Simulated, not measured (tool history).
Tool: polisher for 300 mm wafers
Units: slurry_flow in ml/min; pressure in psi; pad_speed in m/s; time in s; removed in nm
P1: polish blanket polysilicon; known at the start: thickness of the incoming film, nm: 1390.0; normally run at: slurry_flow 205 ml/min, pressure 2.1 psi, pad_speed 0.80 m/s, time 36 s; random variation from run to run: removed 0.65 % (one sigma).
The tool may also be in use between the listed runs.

Run 1, day 0.129: slurry_flow 205 ml/min, pressure 2.1 psi, pad_speed 0.80 m/s, time 36 s. Result: removed 153.850 nm.
Run 2, day 0.325: slurry_flow 205 ml/min, pressure 2.7 psi, pad_speed 0.48 m/s, time 36 s. Result: removed 116.780 nm.
Run 3, day 0.425: slurry_flow 280 ml/min, pressure 2.1 psi, pad_speed 0.80 m/s, time 36 s. Result: removed 157.980 nm.
Run 4, day 0.604: slurry_flow 205 ml/min, pressure 3.2 psi, pad_speed 0.80 m/s, time 36 s. Result: removed 230.840 nm.
At day 0.633: slurry nozzle cleaned.
Run 5, day 0.804: slurry_flow 205 ml/min, pressure 2.1 psi, pad_speed 0.80 m/s, time 36 s. Result: removed 152.680 nm.
Run 6, day 0.954: slurry_flow 205 ml/min, pressure 2.1 psi, pad_speed 1.20 m/s, time 36 s. Result: removed 227.110 nm.
Run 7, day 1.100: slurry_flow 205 ml/min, pressure 3.1 psi, pad_speed 0.80 m/s, time 17 s. Result: removed 106.230 nm.
Run 8, day 1.242: slurry_flow 205 ml/min, pressure 2.1 psi, pad_speed 0.80 m/s, time 36 s. Result: removed 152.720 nm.
At day 1.325: head pressure recalibrated.
Run 9, day 1.433: slurry_flow 125 ml/min, pressure 2.1 psi, pad_speed 0.80 m/s, time 36 s. Result: removed 141.170 nm.
Run 10, day 1.558: slurry_flow 205 ml/min, pressure 2.1 psi, pad_speed 0.80 m/s, time 17 s. Result: removed 72.569 nm.
Run 11, day 1.671: slurry_flow 205 ml/min, pressure 2.1 psi, pad_speed 0.80 m/s, time 36 s. Result: removed 153.320 nm.
Run 12, day 1.867: slurry_flow 205 ml/min, pressure 2.1 psi, pad_speed 0.80 m/s, time 54 s. Result: removed 230.650 nm.
Run 13, day 1.983: slurry_flow 205 ml/min, pressure 2.1 psi, pad_speed 0.36 m/s, time 36 s. Result: removed 68.803 nm.
Run 14, day 2.138: slurry_flow 205 ml/min, pressure 2.1 psi, pad_speed 0.80 m/s, time 36 s. Result: removed 152.590 nm.
Run 15, day 2.312: slurry_flow 205 ml/min, pressure 1.2 psi, pad_speed 0.80 m/s, time 36 s. Result: removed 86.555 nm.
Run 16, day 2.462: slurry_flow 130 ml/min, pressure 2.1 psi, pad_speed 0.98 m/s, time 36 s. Result: removed 172.260 nm.
Run 17, day 2.575: slurry_flow 205 ml/min, pressure 2.1 psi, pad_speed 0.80 m/s, time 36 s. Result: removed 153.470 nm.
Run 18, day 2.746: slurry_flow 205 ml/min, pressure 2.1 psi, pad_speed 0.80 m/s, time 36 s. Result: removed 148.340 nm.
Run 19, day 2.854: slurry_flow 205 ml/min, pressure 2.1 psi, pad_speed 0.80 m/s, time 36 s. Result: removed 146.250 nm.
Run 20, day 3.038: slurry_flow 205 ml/min, pressure 2.1 psi, pad_speed 0.80 m/s, time 36 s. Result: removed 142.650 nm.
Run 21, day 3.183: slurry_flow 205 ml/min, pressure 2.1 psi, pad_speed 0.80 m/s, time 36 s. Result: removed 141.650 nm.
Run 22, day 3.388: slurry_flow 205 ml/min, pressure 2.1 psi, pad_speed 0.80 m/s, time 36 s. Result: removed 143.500 nm.
Run 23, day 3.488: slurry_flow 205 ml/min, pressure 2.1 psi, pad_speed 0.80 m/s, time 36 s. Result: removed 141.050 nm.
At day 3.562: worn pad replaced by a new one.
Run 24, day 3.667: slurry_flow 205 ml/min, pressure 2.1 psi, pad_speed 0.80 m/s, time 36 s. Result: removed 141.460 nm.
Run 25, day 3.825: slurry_flow 205 ml/min, pressure 2.1 psi, pad_speed 0.80 m/s, time 36 s. Result: removed 140.250 nm.
Run 26, day 3.954: slurry_flow 205 ml/min, pressure 2.1 psi, pad_speed 0.80 m/s, time 36 s. Result: removed 140.000 nm.

What P1 gives has crept away from where it was. These 2 causes fit the log equally well, each at the size given:
A: slurry flow missing at the pad, % = 38.4
B: head's pressure below its setpoint, % = 7.69
The creep began at about day 2.575.
Why every other cause is out:
removal rate lost through wear of the pad, %: serviced at day 3.562, which brought nothing back

4 check runs are offered, each on 2 wafers whose results are averaged, their results left as question marks. Which one tells the causes apart?
Run check 1, day 4.083: slurry_flow 205 ml/min, pressure 2.1 psi, pad_speed 1.12 m/s, time 36 s. Result: removed ?.
Run check 2, day 4.083: slurry_flow 205 ml/min, pressure 1.4 psi, pad_speed 0.80 m/s, time 36 s. Result: removed ?.
Run check 3, day 4.083: slurry_flow 205 ml/min, pressure 2.1 psi, pad_speed 0.42 m/s, time 18 s. Result: removed ?.
Run check 4, day 4.083: slurry_flow 125 ml/min, pressure 2.1 psi, pad_speed 0.80 m/s, time 45 s. Result: removed ?.

What each check would give under each cause:
  check   result     if A     if B
check 1  removed  197.160  197.140
check 2  removed   93.888   93.875
check 3  removed   36.968   36.963
check 4  removed  155.060  162.160
How far apart the two closest causes lie, in the result that separates them most: check 1 0.01 %; check 2 0.01 %; check 3 0.01 %; check 4 4.48 %
Only check 4 tells the causes apart: in the others they would give nearly the same result.

Check 4 was then run and gave: removed 161.690 nm. Which cause is it?

It is B: head's pressure below its setpoint, %.
